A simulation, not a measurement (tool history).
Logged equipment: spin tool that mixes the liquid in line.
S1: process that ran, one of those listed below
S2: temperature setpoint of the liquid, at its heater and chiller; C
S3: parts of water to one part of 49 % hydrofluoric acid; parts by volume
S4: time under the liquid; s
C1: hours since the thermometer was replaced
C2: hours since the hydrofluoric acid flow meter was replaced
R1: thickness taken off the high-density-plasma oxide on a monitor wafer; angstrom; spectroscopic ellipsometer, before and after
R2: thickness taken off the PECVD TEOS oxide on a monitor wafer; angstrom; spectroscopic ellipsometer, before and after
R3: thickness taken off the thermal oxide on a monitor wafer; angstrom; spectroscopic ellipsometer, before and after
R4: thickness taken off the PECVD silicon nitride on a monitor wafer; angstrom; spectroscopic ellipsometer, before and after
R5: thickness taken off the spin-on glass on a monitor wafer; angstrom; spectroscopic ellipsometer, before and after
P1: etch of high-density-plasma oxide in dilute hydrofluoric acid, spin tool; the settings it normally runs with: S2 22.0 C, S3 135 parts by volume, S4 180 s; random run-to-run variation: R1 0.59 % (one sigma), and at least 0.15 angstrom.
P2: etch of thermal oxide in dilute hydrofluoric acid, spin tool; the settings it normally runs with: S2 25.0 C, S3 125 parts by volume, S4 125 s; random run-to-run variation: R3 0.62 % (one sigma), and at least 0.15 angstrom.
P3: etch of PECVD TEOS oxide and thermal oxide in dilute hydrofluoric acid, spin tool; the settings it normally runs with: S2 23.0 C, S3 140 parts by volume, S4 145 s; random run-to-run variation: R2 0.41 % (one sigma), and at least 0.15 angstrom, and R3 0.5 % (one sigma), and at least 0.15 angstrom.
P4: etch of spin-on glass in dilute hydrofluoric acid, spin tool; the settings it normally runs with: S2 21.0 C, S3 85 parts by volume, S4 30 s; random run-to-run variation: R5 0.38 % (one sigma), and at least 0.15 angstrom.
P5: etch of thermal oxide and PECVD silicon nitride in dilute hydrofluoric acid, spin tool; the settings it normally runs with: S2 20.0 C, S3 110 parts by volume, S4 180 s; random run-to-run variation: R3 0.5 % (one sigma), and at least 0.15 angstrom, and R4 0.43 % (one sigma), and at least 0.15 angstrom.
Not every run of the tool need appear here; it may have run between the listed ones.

| run | hour | S1 | S2 | S3 | S4 | C1 | C2 | R1 | R2 | R3 | R4 | R5 |
|---|---|---|---|---|---|---|---|---|---|---|---|---|
| 1 | 9.8 | P1 | 22.0 | 135 | 180 | 992.1 | 652.3 | 58.4000 |  |  |  |  |
| 2 | 15.8 | P3 | 28.0 | 140 | 145 | 998.1 | 658.3 |  | 121.570 | 54.250 |  |  |
| 3 | 25.2 | P5 | 20.0 | 110 | 180 | 1007.5 | 667.7 |  |  | 64.066 | 52.980 |  |
| 4 | 33.3 | P3 | 23.0 | 220 | 145 | 1015.6 | 675.8 |  | 58.452 | 26.240 |  |  |
| 5 | 43.0 | P2 | 25.0 | 125 | 125 | 1025.3 | 685.5 |  |  | 48.469 |  |  |
| 6 | 49.4 | P1 | 22.0 | 135 | 180 | 1031.7 | 691.9 | 58.6790 |  |  |  |  |
| 7 | 56.9 | P1 | 22.0 | 135 | 180 | 1039.2 | 699.4 | 59.0460 |  |  |  |  |
| 8 | 64.8 | P4 | 21.0 | 150 | 30 | 1047.1 | 707.3 |  |  |  |  | 87.547 |
| 9 | 74.8 | P2 | 19.5 | 125 | 125 | 1057.1 | 717.3 |  |  | 39.137 |  |  |
| 10 | 82.3 | P1 | 26.5 | 135 | 180 | 1064.6 | 724.8 | 70.1290 |  |  |  |  |
| 11 | 91.1 | P5 | 26.0 | 110 | 180 | 1073.4 | 733.6 |  |  | 81.904 | 78.905 |  |
| 12 | 102.7 | P1 | 22.0 | 135 | 15 | 1085.0 | 745.2 | 4.5626 |  |  |  |  |
| 13 | 109.2 | P1 | 22.0 | 135 | 180 | 1091.5 | 751.7 | 58.6580 |  |  |  |  |
| 14 | 120.9 | P2 | 25.0 | 125 | 245 | 1103.2 | 763.4 |  |  | 95.925 |  |  |
| 15 | 130.6 | P4 | 21.0 | 85 | 30 | 1112.9 | 773.1 |  |  |  |  | 166.680 |
| 16 | 138.4 | P4 | 21.0 | 85 | 30 | 1120.7 | 780.9 |  |  |  |  | 166.150 |
| 17 | 145.3 | P1 | 22.0 | 135 | 180 | 1127.6 | 787.8 | 58.6540 |  |  |  |  |
| 18 | 153.6 | P4 | 17.0 | 85 | 30 | 1135.9 | 796.1 |  |  |  |  | 140.170 |
| 19 | 162.6 | P1 | 22.0 | 135 | 180 | 1144.9 | 805.1 | 58.3830 |  |  |  |  |
| 20 | 172.5 | P5 | 20.0 | 110 | 300 | 1154.8 | 815.0 |  |  | 107.580 | 88.482 |  |
| 21 | 184.4 | P1 | 22.0 | 240 | 180 | 1166.7 | 826.9 | 29.4570 |  |  |  |  |
| 22 | 192.6 | P1 | 17.0 | 135 | 325 | 1174.9 | 835.1 | 87.0270 |  |  |  |  |
| 23 | 204.7 | P5 | 20.0 | 110 | 180 | 1187.0 | 847.2 |  |  | 64.340 | 53.461 |  |
| 24 | 215.4 | P3 | 23.0 | 140 | 230 | 1197.7 | 857.9 |  | 157.630 | 70.222 |  |  |
| 25 | 222.8 | P3 | 23.0 | 140 | 145 | 1205.1 | 865.3 |  | 100.890 | 44.792 |  |  |
| 26 | 233.2 | P4 | 21.0 | 85 | 45 | 1215.5 | 875.7 |  |  |  |  | 249.780 |
| 27 | 243.7 | P1 | 22.0 | 135 | 260 | 1226.0 | 886.2 | 84.3240 |  |  |  |  |
| 28 | 252.5 | P1 | 22.0 | 40 | 180 | 1234.8 | 895.0 | 220.4300 |  |  |  |  |
| 29 | 259.6 | P2 | 25.0 | 55 | 125 | 1241.9 | 902.1 |  |  | 121.620 |  |  |
| 30 | 266.4 | P1 | 17.0 | 135 | 180 | 1248.7 | 908.9 | 48.1740 |  |  |  |  |
| 31 | 278.0 | P1 | 22.0 | 135 | 180 | 1260.3 | 920.5 | 59.3680 |  |  |  |  |
| 32 | 283.5 | P5 | 20.0 | 20 | 180 | 1265.8 | 926.0 |  |  | 389.630 | 277.320 |  |
| 33 | 294.5 | P2 | 25.0 | 125 | 125 | 1276.8 | 937.0 |  |  | 49.214 |  |  |
| 34 | 302.9 | P1 | 22.0 | 135 | 180 | 1285.2 | 945.4 | 58.7250 |  |  |  |  |
| 35 | 309.7 | P1 | 22.0 | 135 | 180 | 1292.0 | 952.2 | 59.4480 |  |  |  |  |
| 36 | 316.0 | P1 | 22.0 | 135 | 180 | 1298.3 | 958.5 | 60.2620 |  |  |  |  |
| 37 | 322.8 | P1 | 22.0 | 135 | 180 | 1305.1 | 965.3 | 61.0620 |  |  |  |  |
| 38 | 331.5 | P1 | 22.0 | 135 | 180 | 1313.8 | 974.0 | 61.6250 |  |  |  |  |
| 39 | 338.9 | P1 | 22.0 | 135 | 180 | 1321.2 | 981.4 | 61.3670 |  |  |  |  |
| 40 | 345.1 | P1 | 22.0 | 135 | 180 | 1327.4 | 987.6 | 61.3300 |  |  |  |  |
| 41 | 357.0 | P1 | 22.0 | 135 | 180 | 1339.3 | 999.5 | 61.8640 |  |  |  |  |
| 42 | 367.4 | P1 | 22.0 | 135 | 180 | 1349.7 | 1009.9 | 61.9440 |  |  |  |  |
| 43 | 373.2 | P1 | 22.0 | 135 | 180 | 1355.5 | 1015.7 | 61.1730 |  |  |  |  |
| 44 | 380.7 | P1 | 22.0 | 135 | 180 | 1363.0 | 1023.2 | 62.5430 |  |  |  |  |
| 45 | 390.1 | P1 | 22.0 | 135 | 180 | 1372.4 | 1032.6 | 62.5780 |  |  |  |  |

The output of P1 has drifted from where it used to be. Each of the 2 causes below, taken at the size shown beside it, accounts for the log equally well:
A: liquid hotter than its thermometer reads (K) = 1.47
B: hydrofluoric acid flow above the setpoint (%) = 5.12
Onset of the creep was near hour 302.9.

Below are 4 check runs, each on a single wafer, with their results shown as question marks. Which of them would tell the listed causes apart, meaning the causes would give clearly different results under it?
| check 1 | 399.5 | P5 | 20.0 | 110 | 180 |  |  |  |  | ? | ? |  |
| check 2 | 399.5 | P4 | 21.0 | 85 | 30 |  |  |  |  |  |  | ? |
| check 3 | 399.5 | P2 | 25.0 | 125 | 125 |  |  |  |  | ? |  |  |
| check 4 | 399.5 | P3 | 23.0 | 140 | 145 |  |  |  | ? | ? |  |  |

Predicted outcomes, by check and by cause:
| check | result | if A | if B |
|---|---|---|---|
| check 1 | R3 | 68.498 | 68.244 |
| check 1 | R4 | 58.507 | 55.634 |
| check 2 | R5 | 176.230 | 175.310 |
| check 3 | R3 | 51.691 | 51.749 |
| check 4 | R2 | 106.240 | 106.340 |
| check 4 | R3 | 46.936 | 46.981 |
How far apart the two closest causes lie, in the result that separates them most: check 1 5.03 %; check 2 0.53 %; check 3 0.11 %; check 4 0.1 %
Check 1 is the one run that separates the causes; every other check would come out nearly the same whichever cause is at work.

Running check 1 produced the following: R3 68.348 angstrom; R4 55.630 angstrom. Which one of the listed causes fits?

It is B: hydrofluoric acid flow above the setpoint (%).
